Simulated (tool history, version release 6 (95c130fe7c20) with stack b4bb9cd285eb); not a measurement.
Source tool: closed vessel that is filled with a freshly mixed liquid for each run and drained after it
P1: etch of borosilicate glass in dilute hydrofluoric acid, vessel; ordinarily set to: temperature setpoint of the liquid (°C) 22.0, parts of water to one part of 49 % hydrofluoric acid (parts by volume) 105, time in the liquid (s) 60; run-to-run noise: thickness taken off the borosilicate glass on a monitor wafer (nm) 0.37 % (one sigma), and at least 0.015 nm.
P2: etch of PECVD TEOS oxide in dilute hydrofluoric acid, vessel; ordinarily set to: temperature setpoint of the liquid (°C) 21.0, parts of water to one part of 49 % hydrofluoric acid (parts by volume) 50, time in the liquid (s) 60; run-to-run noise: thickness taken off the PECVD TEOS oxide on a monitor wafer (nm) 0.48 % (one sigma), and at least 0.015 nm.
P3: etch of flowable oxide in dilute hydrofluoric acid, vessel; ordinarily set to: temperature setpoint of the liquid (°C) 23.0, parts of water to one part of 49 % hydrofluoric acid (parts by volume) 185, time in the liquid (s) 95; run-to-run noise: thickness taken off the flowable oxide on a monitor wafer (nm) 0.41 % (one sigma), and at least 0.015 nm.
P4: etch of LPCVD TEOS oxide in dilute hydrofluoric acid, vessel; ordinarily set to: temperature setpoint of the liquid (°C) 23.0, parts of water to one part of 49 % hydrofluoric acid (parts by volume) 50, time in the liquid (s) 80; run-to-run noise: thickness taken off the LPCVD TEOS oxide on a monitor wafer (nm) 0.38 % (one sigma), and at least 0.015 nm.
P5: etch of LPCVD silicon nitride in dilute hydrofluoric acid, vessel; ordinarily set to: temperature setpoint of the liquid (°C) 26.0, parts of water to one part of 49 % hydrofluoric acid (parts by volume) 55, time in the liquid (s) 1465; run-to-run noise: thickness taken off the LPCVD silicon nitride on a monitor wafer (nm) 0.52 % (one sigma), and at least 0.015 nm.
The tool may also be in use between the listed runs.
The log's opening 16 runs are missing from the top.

| run | day | process that ran | temperature setpoint of the liquid (°C) | parts of water to one part of 49 % hydrofluoric acid (parts by volume) | time in the liquid (s) | hours since the thermometer was replaced | hours since the hydrofluoric acid flow meter was replaced | thickness taken off the borosilicate glass on a monitor wafer (nm) | thickness taken off the PECVD TEOS oxide on a monitor wafer (nm) | thickness taken off the LPCVD TEOS oxide on a monitor wafer (nm) | thickness taken off the LPCVD silicon nitride on a monitor wafer (nm) | thickness taken off the flowable oxide on a monitor wafer (nm) |
|---|---|---|---|---|---|---|---|---|---|---|---|---|
| 17 | 8.608 | P2 | 21.0 | 50 | 60 | 534.7 | 1155.7 |  | 22.750 |  |  |  |
| 18 | 8.954 | P1 | 22.0 | 105 | 60 | 543.0 | 1164.0 | 16.9010 |  |  |  |  |
| 19 | 9.442 | P4 | 23.0 | 50 | 80 | 554.7 | 1175.7 |  |  | 40.511 |  |  |
| 20 | 9.892 | P1 | 22.0 | 105 | 30 | 565.5 | 1186.5 | 8.4635 |  |  |  |  |
| 21 | 10.500 | P3 | 28.0 | 185 | 95 | 580.1 | 1201.1 |  |  |  |  | 16.402 |
| 22 | 10.983 | P1 | 22.0 | 105 | 60 | 591.7 | 1212.7 | 16.8370 |  |  |  |  |
| 23 | 11.471 | P4 | 31.5 | 50 | 80 | 603.4 | 1224.4 |  |  | 57.149 |  |  |
| 24 | 12.033 | P1 | 22.0 | 105 | 60 | 616.9 | 1237.9 | 16.9000 |  |  |  |  |
| 25 | 12.554 | P3 | 23.0 | 185 | 170 | 629.4 | 1250.4 |  |  |  |  | 24.222 |
| 26 | 13.033 | P5 | 18.0 | 55 | 1465 | 640.9 | 1261.9 |  |  |  | 9.0461 |  |
| 27 | 13.454 | P1 | 22.0 | 105 | 105 | 651.0 | 1272.0 | 29.5970 |  |  |  |  |
| 28 | 13.829 | P1 | 22.0 | 165 | 110 | 660.0 | 1281.0 | 18.5030 |  |  |  |  |
| 29 | 14.450 | P1 | 26.5 | 105 | 60 | 674.9 | 1295.9 | 20.2450 |  |  |  |  |
| 30 | 14.842 | P4 | 23.0 | 50 | 30 | 684.3 | 1305.3 |  |  | 15.283 |  |  |
| 31 | 15.504 | P2 | 21.0 | 50 | 35 | 700.2 | 1321.2 |  | 13.210 |  |  |  |
| 32 | 16.138 | P3 | 23.0 | 45 | 95 | 715.4 | 1336.4 |  |  |  |  | 66.197 |

What does the tool deliver on the next run?
| 33 | 16.454 | P1 | 22.0 | 105 | 60 | 723.0 | 1344.0 | ? |  |  |  |  |

Run 33 measured thickness taken off the borosilicate glass on a monitor wafer (nm) 16.8980.

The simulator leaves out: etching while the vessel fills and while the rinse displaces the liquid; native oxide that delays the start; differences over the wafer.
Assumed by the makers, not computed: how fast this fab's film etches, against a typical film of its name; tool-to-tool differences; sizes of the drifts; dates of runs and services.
